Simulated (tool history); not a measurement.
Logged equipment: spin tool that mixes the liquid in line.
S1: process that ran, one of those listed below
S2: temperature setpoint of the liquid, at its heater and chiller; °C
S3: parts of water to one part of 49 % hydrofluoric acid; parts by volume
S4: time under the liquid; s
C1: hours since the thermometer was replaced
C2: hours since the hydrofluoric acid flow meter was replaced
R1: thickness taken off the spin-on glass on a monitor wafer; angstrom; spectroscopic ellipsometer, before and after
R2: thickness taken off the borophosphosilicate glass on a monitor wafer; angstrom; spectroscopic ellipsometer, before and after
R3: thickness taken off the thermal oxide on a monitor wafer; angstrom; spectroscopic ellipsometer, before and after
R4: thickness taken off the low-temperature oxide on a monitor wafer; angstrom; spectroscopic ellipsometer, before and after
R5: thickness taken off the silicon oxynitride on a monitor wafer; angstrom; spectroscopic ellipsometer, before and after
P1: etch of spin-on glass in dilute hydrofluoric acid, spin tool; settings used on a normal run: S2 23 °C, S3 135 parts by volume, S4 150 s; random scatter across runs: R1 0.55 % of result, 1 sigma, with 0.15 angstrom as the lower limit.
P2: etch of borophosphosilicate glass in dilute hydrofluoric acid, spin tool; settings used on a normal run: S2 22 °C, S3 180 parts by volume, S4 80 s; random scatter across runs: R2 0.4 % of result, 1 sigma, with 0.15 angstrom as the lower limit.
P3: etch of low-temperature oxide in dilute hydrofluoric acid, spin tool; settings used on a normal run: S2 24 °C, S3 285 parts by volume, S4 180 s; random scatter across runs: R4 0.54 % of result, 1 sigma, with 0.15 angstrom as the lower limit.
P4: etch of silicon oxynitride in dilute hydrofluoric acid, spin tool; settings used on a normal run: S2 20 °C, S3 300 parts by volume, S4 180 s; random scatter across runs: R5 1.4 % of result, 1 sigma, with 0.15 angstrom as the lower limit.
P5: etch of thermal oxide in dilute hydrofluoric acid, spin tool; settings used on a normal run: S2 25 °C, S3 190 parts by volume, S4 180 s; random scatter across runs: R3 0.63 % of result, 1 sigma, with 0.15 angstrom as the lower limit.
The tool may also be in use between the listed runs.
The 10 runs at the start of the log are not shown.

Run 11, hour 78.4: S1 P1, S2 17 °C, S3 135 parts by volume, S4 60 s; C1 373.2; C2 202.9. Result: R1 99.451 angstrom.
Run 12, hour 84.5: S1 P4, S2 26.5 °C, S3 300 parts by volume, S4 180 s; C1 379.3; C2 209. Result: R5 19.408 angstrom.
Run 13, hour 93.3: S1 P4, S2 20 °C, S3 300 parts by volume, S4 15 s; C1 388.1; C2 217.8. Result: R5 1.2213 angstrom.
Run 14, hour 99.4: S1 P4, S2 20 °C, S3 300 parts by volume, S4 180 s; C1 394.2; C2 223.9. Result: R5 15.178 angstrom.
Run 15, hour 107.7: S1 P1, S2 23 °C, S3 135 parts by volume, S4 150 s; C1 402.5; C2 232.2. Result: R1 318.31 angstrom.
Run 16, hour 114.3: S1 P1, S2 23 °C, S3 135 parts by volume, S4 60 s; C1 409.1; C2 238.8. Result: R1 126.36 angstrom.
Run 17, hour 119.6: S1 P2, S2 22 °C, S3 80 parts by volume, S4 80 s; C1 414.4; C2 244.1. Result: R2 442.94 angstrom.
Run 18, hour 128.2: S1 P3, S2 24 °C, S3 285 parts by volume, S4 325 s; C1 423; C2 252.7. Result: R4 143.79 angstrom.
Run 19, hour 138.1: S1 P1, S2 23 °C, S3 50 parts by volume, S4 150 s; C1 432.9; C2 262.6. Result: R1 947.08 angstrom.
Run 20, hour 146.1: S1 P5, S2 25 °C, S3 190 parts by volume, S4 180 s; C1 440.9; C2 270.6. Result: R3 39.412 angstrom.
Run 21, hour 151.3: S1 P1, S2 17 °C, S3 135 parts by volume, S4 265 s; C1 446.1; C2 275.8. Result: R1 439.66 angstrom.
Run 22, hour 158.1: S1 P5, S2 25 °C, S3 190 parts by volume, S4 335 s; C1 452.9; C2 282.6. Result: R3 74.625 angstrom.
Run 23, hour 163.2: S1 P2, S2 22 °C, S3 180 parts by volume, S4 125 s; C1 458; C2 287.7. Result: R2 274.96 angstrom.
Run 24, hour 172.2: S1 P1, S2 27.5 °C, S3 135 parts by volume, S4 80 s; C1 467; C2 296.7. Result: R1 201.29 angstrom.
Run 25, hour 181.4: S1 P4, S2 20 °C, S3 425 parts by volume, S4 180 s; C1 476.2; C2 305.9. Result: R5 9.7661 angstrom.
Run 26, hour 188: S1 P3, S2 31.5 °C, S3 285 parts by volume, S4 180 s; C1 482.8; C2 312.5. Result: R4 102.32 angstrom.
Run 27, hour 196.3: S1 P5, S2 25 °C, S3 190 parts by volume, S4 180 s; C1 491.1; C2 320.8. Result: R3 39.734 angstrom.
Run 28, hour 207.7: S1 P2, S2 22 °C, S3 180 parts by volume, S4 80 s; C1 502.5; C2 332.2. Result: R2 176.67 angstrom.
Run 29, hour 218.4: S1 P3, S2 24 °C, S3 510 parts by volume, S4 180 s; C1 513.2; C2 342.9. Result: R4 36.112 angstrom.
Run 30, hour 226.9: S1 P1, S2 17 °C, S3 135 parts by volume, S4 150 s; C1 521.7; C2 351.4. Result: R1 248.52 angstrom.
Run 31, hour 236.4: S1 P3, S2 24 °C, S3 285 parts by volume, S4 180 s; C1 531.2; C2 360.9. Result: R4 78.387 angstrom.
Run 32, hour 242.8: S1 P1, S2 31 °C, S3 135 parts by volume, S4 150 s; C1 537.6; C2 367.3. Result: R1 427.09 angstrom.
Run 33, hour 254.1: S1 P1, S2 23 °C, S3 135 parts by volume, S4 150 s; C1 548.9; C2 378.6. Result: R1 318.42 angstrom.
Run 34, hour 264.5: S1 P1, S2 23 °C, S3 135 parts by volume, S4 150 s; C1 559.3; C2 389. Result: R1 304.19 angstrom.
Run 35, hour 269.4: S1 P1, S2 23 °C, S3 135 parts by volume, S4 150 s; C1 564.2; C2 393.9. Result: R1 302.05 angstrom.

Run 36 is up next; what results do you expect?
Run 36, hour 278.5: S1 P1, S2 23 °C, S3 135 parts by volume, S4 150 s; C1 573.3; C2 403. Result: R1 ?.

Run 36 gave R1 297.19 angstrom.
